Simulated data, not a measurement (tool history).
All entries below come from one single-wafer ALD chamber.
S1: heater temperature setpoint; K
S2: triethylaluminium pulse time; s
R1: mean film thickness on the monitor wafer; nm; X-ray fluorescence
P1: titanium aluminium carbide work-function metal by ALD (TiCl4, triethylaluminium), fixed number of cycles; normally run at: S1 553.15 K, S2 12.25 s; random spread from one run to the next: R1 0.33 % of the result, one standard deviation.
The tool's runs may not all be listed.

{"run": 1, "hour": 9.1, "S1": 553.15, "S2": 12.25, "R1": 1.8535}
{"run": 2, "hour": 24.6, "S1": 553.15, "S2": 12.25, "R1": 1.8577}
{"run": 3, "hour": 37.4, "S1": 553.15, "S2": 12.25, "R1": 1.8586}
{"run": 4, "hour": 52.4, "S1": 529.15, "S2": 12.25, "R1": 1.6452}
{"hour": 57.0, "done": "triethylaluminium bottle replaced"}
{"run": 5, "hour": 67.6, "S1": 553.15, "S2": 12.25, "R1": 1.8638}
{"run": 6, "hour": 77.2, "S1": 572.15, "S2": 12.25, "R1": 2.0322}
{"run": 7, "hour": 86.2, "S1": 553.15, "S2": 12.25, "R1": 1.8569}
{"run": 8, "hour": 98.6, "S1": 541.15, "S2": 7.1, "R1": 1.6272}
{"run": 9, "hour": 112.9, "S1": 553.15, "S2": 6.56, "R1": 1.6945}

Estimate the outcome of run 10 from the log above:
{"run": 10, "hour": 125.8, "S1": 553.15, "S2": 19.07, "R1": "?"}

R1: 1.8755 nm
